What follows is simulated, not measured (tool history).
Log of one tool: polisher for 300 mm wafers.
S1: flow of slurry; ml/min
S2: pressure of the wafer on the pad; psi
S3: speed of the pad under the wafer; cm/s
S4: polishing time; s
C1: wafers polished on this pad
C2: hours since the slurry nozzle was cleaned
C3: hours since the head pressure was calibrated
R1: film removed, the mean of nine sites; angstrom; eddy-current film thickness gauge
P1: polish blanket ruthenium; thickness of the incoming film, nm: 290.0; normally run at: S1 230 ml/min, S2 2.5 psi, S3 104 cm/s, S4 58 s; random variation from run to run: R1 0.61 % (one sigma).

| run | hour | S1 | S2 | S3 | S4 | C1 | C2 | C3 | R1 |
|---|---|---|---|---|---|---|---|---|---|
| 1 | 10.2 | 230 | 2.5 | 104 | 58 | 265 | 435.6 | 173.9 | 1006.7 |
| 2 | 24.8 | 230 | 2.5 | 104 | 58 | 367 | 450.2 | 188.5 | 1020.5 |
| 3 | 32.9 | 230 | 2.5 | 104 | 79 | 424 | 458.3 | 196.6 | 1377.5 |
| 4 | 50 | 230 | 2.5 | 104 | 58 | 544 | 475.4 | 213.7 | 1022.2 |
| 5 | 59.9 | 230 | 1.6 | 104 | 58 | 613 | 485.3 | 223.6 | 649.5 |
| 6 | 75.9 | 330 | 1.2 | 104 | 58 | 725 | 501.3 | 239.6 | 507.18 |
| 7 | 88.1 | 230 | 2.5 | 158 | 58 | 810 | 513.5 | 251.8 | 1539.3 |
| 8 | 104.3 | 305 | 2.5 | 104 | 58 | 924 | 529.7 | 268 | 1032.1 |
| 9 | 121.2 | 230 | 2.5 | 54 | 58 | 1042 | 546.6 | 284.9 | 522.1 |
| 10 | 132.3 | 140 | 2.5 | 104 | 58 | 1120 | 557.7 | 296 | 945.4 |
| 11 | 141.1 | 230 | 2.5 | 104 | 58 | 1181 | 566.5 | 304.8 | 1018.9 |
| 12 | 152.9 | 230 | 2.5 | 104 | 58 | 1264 | 578.3 | 316.6 | 1018.5 |

Run 13 comes next. What will it give?
|  | 155.4 | slurry nozzle cleaned |
| 13 | 162.7 | 230 | 3.4 | 64 | 58 | 1333 | 7.4 | 326.4 | ? |

{"run 13": {"R1": 842.55}}

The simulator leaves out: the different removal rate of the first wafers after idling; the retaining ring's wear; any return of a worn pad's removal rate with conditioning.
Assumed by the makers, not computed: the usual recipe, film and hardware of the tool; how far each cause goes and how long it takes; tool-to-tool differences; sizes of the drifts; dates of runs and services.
